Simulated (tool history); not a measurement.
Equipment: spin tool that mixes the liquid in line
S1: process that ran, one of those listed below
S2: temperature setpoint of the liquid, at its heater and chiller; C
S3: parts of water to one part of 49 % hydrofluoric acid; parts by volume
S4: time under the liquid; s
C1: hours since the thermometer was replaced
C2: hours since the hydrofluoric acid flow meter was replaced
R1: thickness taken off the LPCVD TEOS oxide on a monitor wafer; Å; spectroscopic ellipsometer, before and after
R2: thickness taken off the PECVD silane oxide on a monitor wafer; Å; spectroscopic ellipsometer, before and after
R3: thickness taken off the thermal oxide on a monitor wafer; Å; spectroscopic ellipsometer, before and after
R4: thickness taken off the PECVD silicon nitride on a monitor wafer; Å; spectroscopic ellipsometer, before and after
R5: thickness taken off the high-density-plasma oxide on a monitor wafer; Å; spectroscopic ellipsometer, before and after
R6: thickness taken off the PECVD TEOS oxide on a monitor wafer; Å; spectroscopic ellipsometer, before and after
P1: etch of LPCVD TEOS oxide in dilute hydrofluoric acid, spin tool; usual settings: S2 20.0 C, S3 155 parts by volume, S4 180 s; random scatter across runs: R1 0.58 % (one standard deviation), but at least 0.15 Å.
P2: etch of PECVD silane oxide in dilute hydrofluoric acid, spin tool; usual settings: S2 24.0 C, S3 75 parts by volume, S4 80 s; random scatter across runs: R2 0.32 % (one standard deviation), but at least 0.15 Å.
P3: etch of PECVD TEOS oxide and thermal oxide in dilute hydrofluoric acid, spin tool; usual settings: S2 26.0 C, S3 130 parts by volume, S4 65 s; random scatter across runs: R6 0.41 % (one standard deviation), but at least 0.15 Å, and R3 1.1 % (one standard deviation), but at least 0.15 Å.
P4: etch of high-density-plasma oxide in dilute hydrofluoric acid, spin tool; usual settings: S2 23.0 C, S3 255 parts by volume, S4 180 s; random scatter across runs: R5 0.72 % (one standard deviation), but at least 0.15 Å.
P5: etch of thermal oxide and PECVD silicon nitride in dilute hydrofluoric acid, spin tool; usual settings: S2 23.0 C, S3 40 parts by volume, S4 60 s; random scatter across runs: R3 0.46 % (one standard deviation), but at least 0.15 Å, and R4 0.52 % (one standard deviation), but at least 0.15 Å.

Run 1, day 0.346: S1 P1, S2 20.0 C, S3 155 parts by volume, S4 180 s; C1 614.2; C2 376.4. Result: R1 331.90 Å.
Run 2, day 0.621: S1 P2, S2 24.0 C, S3 75 parts by volume, S4 80 s; C1 620.8; C2 383.0. Result: R2 209.38 Å.
Run 3, day 1.121: S1 P1, S2 20.0 C, S3 155 parts by volume, S4 180 s; C1 632.8; C2 395.0. Result: R1 331.97 Å.
Run 4, day 1.404: S1 P2, S2 24.0 C, S3 125 parts by volume, S4 80 s; C1 639.6; C2 401.8. Result: R2 117.97 Å.
Run 5, day 1.758: S1 P5, S2 23.0 C, S3 40 parts by volume, S4 105 s; C1 648.1; C2 410.3. Result: R3 127.230 Å, R4 110.110 Å.
Run 6, day 2.042: S1 P1, S2 20.0 C, S3 155 parts by volume, S4 275 s; C1 654.9; C2 417.1. Result: R1 508.00 Å.
Run 7, day 2.308: S1 P5, S2 17.0 C, S3 40 parts by volume, S4 60 s; C1 661.3; C2 423.5. Result: R3 56.375 Å, R4 41.990 Å.
Run 8, day 2.829: S1 P1, S2 20.0 C, S3 155 parts by volume, S4 180 s; C1 673.8; C2 436.0. Result: R1 331.65 Å.
Run 9, day 3.138: S1 P1, S2 20.0 C, S3 250 parts by volume, S4 330 s; C1 681.2; C2 443.4. Result: R1 342.39 Å.
Run 10, day 3.492: S1 P4, S2 17.0 C, S3 255 parts by volume, S4 180 s; C1 689.7; C2 451.9. Result: R5 30.495 Å.
Run 11, day 4.038: S1 P1, S2 20.0 C, S3 155 parts by volume, S4 55 s; C1 702.8; C2 465.0. Result: R1 100.87 Å.
Run 12, day 4.408: S1 P1, S2 20.0 C, S3 80 parts by volume, S4 325 s; C1 711.7; C2 473.9. Result: R1 1258.10 Å.
Run 13, day 4.812: S1 P1, S2 20.0 C, S3 155 parts by volume, S4 180 s; C1 721.4; C2 483.6. Result: R1 332.08 Å.
Run 14, day 5.271: S1 P1, S2 17.0 C, S3 155 parts by volume, S4 180 s; C1 732.4; C2 494.6. Result: R1 297.21 Å.
Run 15, day 5.712: S1 P3, S2 26.0 C, S3 130 parts by volume, S4 65 s; C1 743.0; C2 505.2. Result: R3 25.368 Å, R6 87.723 Å.
Run 16, day 6.029: S1 P3, S2 26.0 C, S3 30 parts by volume, S4 65 s; C1 750.6; C2 512.8. Result: R3 124.440 Å, R6 432.220 Å.
Run 17, day 6.396: S1 P2, S2 24.0 C, S3 75 parts by volume, S4 80 s; C1 759.4; C2 521.6. Result: R2 208.47 Å.
Run 18, day 6.896: S1 P1, S2 20.0 C, S3 230 parts by volume, S4 180 s; C1 771.4; C2 533.6. Result: R1 204.82 Å.
Run 19, day 7.383: S1 P5, S2 23.0 C, S3 40 parts by volume, S4 60 s; C1 783.1; C2 545.3. Result: R3 73.355 Å, R4 63.325 Å.
Run 20, day 7.900: S1 P2, S2 29.5 C, S3 75 parts by volume, S4 80 s; C1 795.5; C2 557.7. Result: R2 260.79 Å.
Run 21, day 8.400: S1 P3, S2 26.0 C, S3 130 parts by volume, S4 65 s; C1 807.5; C2 569.7. Result: R3 25.483 Å, R6 87.345 Å.
Run 22, day 8.671: S1 P1, S2 20.0 C, S3 30 parts by volume, S4 180 s; C1 814.0; C2 576.2. Result: R1 1966.60 Å.
Run 23, day 9.212: S1 P5, S2 23.0 C, S3 70 parts by volume, S4 60 s; C1 827.0; C2 589.2. Result: R3 39.749 Å, R4 36.563 Å.
Run 24, day 9.762: S1 P4, S2 23.0 C, S3 255 parts by volume, S4 180 s; C1 840.2; C2 602.4. Result: R5 38.386 Å.
Run 25, day 10.121: S1 P1, S2 24.5 C, S3 155 parts by volume, S4 180 s; C1 848.8; C2 611.0. Result: R1 395.52 Å.
Run 26, day 10.375: S1 P2, S2 24.0 C, S3 75 parts by volume, S4 165 s; C1 854.9; C2 617.1. Result: R2 432.84 Å.
Run 27, day 10.721: S1 P3, S2 19.5 C, S3 130 parts by volume, S4 65 s; C1 863.2; C2 625.4. Result: R3 19.675 Å, R6 67.433 Å.
Run 28, day 11.154: S1 P3, S2 26.0 C, S3 130 parts by volume, S4 125 s; C1 873.6; C2 635.8. Result: R3 48.685 Å, R6 168.130 Å.
Run 29, day 11.604: S1 P4, S2 23.0 C, S3 255 parts by volume, S4 75 s; C1 884.4; C2 646.6. Result: R5 16.078 Å.
Run 30, day 11.958: S1 P1, S2 20.0 C, S3 155 parts by volume, S4 180 s; C1 892.9; C2 655.1. Result: R1 331.97 Å.
Run 31, day 12.217: S1 P4, S2 23.0 C, S3 390 parts by volume, S4 180 s; C1 899.1; C2 661.3. Result: R5 22.417 Å.
Run 32, day 12.471: S1 P1, S2 20.0 C, S3 155 parts by volume, S4 180 s; C1 905.2; C2 667.4. Result: R1 335.20 Å.
Run 33, day 12.921: S1 P1, S2 20.0 C, S3 155 parts by volume, S4 180 s; C1 916.0; C2 678.2. Result: R1 322.57 Å.
Run 34, day 13.408: S1 P1, S2 20.0 C, S3 155 parts by volume, S4 180 s; C1 927.7; C2 689.9. Result: R1 324.03 Å.
Run 35, day 13.862: S1 P1, S2 20.0 C, S3 155 parts by volume, S4 180 s; C1 938.6; C2 700.8. Result: R1 319.77 Å.
Run 36, day 14.412: S1 P1, S2 20.0 C, S3 155 parts by volume, S4 180 s; C1 951.8; C2 714.0. Result: R1 316.71 Å.
Run 37, day 14.779: S1 P1, S2 20.0 C, S3 155 parts by volume, S4 180 s; C1 960.6; C2 722.8. Result: R1 314.04 Å.
Run 38, day 15.038: S1 P1, S2 20.0 C, S3 155 parts by volume, S4 180 s; C1 966.8; C2 729.0. Result: R1 312.11 Å.
Run 39, day 15.442: S1 P1, S2 20.0 C, S3 155 parts by volume, S4 180 s; C1 976.5; C2 738.7. Result: R1 311.85 Å.
Run 40, day 15.950: S1 P1, S2 20.0 C, S3 155 parts by volume, S4 180 s; C1 988.7; C2 750.9. Result: R1 314.09 Å.
Run 41, day 16.346: S1 P1, S2 20.0 C, S3 155 parts by volume, S4 180 s; C1 998.2; C2 760.4. Result: R1 314.29 Å.

P1 no longer gives what it gave before; its output has crept away from where it was. The following 2 causes, each at its listed size, fit the log equally well:
A: liquid colder than its thermometer reads (K) = 1.44
B: hydrofluoric acid flow below the setpoint (%) = 4.79
The onset of the drift is placed at about day 12.471.

The check runs listed below each take one wafer, and their results are still question marks. Under which run would the listed causes lead to clearly different results?
Run check 1, day 16.742: S1 P2, S2 28.0 C, S3 75 parts by volume, S4 135 s. Result: R2 ?.
Run check 2, day 16.742: S1 P4, S2 18.0 C, S3 255 parts by volume, S4 90 s. Result: R5 ?.
Run check 3, day 16.742: S1 P5, S2 17.0 C, S3 40 parts by volume, S4 90 s. Result: R3 ?, R4 ?.
Run check 4, day 16.742: S1 P3, S2 26.0 C, S3 40 parts by volume, S4 120 s. Result: R3 ?, R6 ?.

If the cause were each of the candidates in turn, the checks would give the following:
  check  result     if A     if B
check 1      R2   391.40   392.26
check 2      R5   15.149   15.076
check 3      R3   79.104   80.067
check 3      R4   56.345   59.586
check 4      R3  161.300  162.480
check 4      R6  554.310  558.370
Minimum pairwise separation of causes per check, each pair taken at its best-separating result: check 1 0.22 %; check 2 0.48 %; check 3 5.59 %; check 4 0.73 %
Check 3 tells the causes apart: in the others they would give nearly the same result.

Check 3 has now been run. It gave: R3 79.446 Å; R4 56.257 Å. Which of the candidate causes is it?

Of the candidate causes, it is A: liquid colder than its thermometer reads (K).

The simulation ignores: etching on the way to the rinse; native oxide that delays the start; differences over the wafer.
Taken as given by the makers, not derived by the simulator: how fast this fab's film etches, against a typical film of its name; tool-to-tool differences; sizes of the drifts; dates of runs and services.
